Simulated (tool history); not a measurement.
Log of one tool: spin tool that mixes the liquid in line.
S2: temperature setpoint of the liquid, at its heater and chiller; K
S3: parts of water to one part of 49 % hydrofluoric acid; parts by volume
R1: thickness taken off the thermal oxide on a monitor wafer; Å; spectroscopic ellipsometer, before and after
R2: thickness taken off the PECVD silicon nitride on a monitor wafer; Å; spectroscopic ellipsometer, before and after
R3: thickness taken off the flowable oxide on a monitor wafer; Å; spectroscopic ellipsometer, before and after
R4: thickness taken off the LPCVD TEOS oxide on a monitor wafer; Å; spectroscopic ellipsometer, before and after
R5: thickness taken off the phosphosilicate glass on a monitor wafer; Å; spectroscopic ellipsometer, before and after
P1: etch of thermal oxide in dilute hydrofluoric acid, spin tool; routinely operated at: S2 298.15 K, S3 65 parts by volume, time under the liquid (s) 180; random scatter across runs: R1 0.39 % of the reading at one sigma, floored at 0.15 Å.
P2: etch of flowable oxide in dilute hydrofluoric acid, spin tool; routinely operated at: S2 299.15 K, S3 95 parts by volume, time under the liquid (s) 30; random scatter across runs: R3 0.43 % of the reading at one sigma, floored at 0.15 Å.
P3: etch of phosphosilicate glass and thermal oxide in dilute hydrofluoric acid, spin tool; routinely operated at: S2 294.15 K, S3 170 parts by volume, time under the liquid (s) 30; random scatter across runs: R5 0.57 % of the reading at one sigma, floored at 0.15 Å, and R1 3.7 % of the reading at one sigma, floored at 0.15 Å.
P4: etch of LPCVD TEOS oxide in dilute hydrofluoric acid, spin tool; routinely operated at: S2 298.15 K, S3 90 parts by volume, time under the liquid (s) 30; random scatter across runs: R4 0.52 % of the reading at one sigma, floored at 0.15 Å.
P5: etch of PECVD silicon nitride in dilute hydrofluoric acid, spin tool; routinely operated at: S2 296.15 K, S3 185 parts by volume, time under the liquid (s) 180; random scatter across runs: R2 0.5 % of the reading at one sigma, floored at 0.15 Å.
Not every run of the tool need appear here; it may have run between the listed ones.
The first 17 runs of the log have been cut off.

run 18 hour=103.4 | process_that_ran=P1 S2=290.65 S3=65 time_under_the_liquid_(s)=180 | R1=103.96
run 19 hour=110.4 | process_that_ran=P3 S2=294.15 S3=170 time_under_the_liquid_(s)=30 | R1=5.8993 R5=127.91
run 20 hour=114.7 | process_that_ran=P4 S2=298.15 S3=90 time_under_the_liquid_(s)=15 | R4=63.275
run 21 hour=121.5 | process_that_ran=P4 S2=298.15 S3=90 time_under_the_liquid_(s)=30 | R4=125.65
run 22 hour=127.6 | process_that_ran=P1 S2=298.15 S3=65 time_under_the_liquid_(s)=180 | R1=140.91
run 23 hour=135.1 | process_that_ran=P1 S2=298.15 S3=65 time_under_the_liquid_(s)=85 | R1=66.646
run 24 hour=138.8 | process_that_ran=P5 S2=296.15 S3=320 time_under_the_liquid_(s)=180 | R2=24.004
run 25 hour=142.5 | process_that_ran=P1 S2=298.15 S3=65 time_under_the_liquid_(s)=180 | R1=140.7
run 26 hour=147.9 | process_that_ran=P3 S2=294.15 S3=170 time_under_the_liquid_(s)=50 | R1=10.495 R5=212.24
run 27 hour=154.2 | process_that_ran=P3 S2=297.65 S3=170 time_under_the_liquid_(s)=30 | R1=6.8449 R5=146.47
run 28 hour=160.5 | process_that_ran=P3 S2=294.15 S3=30 time_under_the_liquid_(s)=30 | R1=37.911 R5=843.46

Forecast run 29:
run 29 hour=164.6 | process_that_ran=P2 S2=299.15 S3=35 time_under_the_liquid_(s)=30 | R3=?

{"run 29": {"R3": 641.52}}
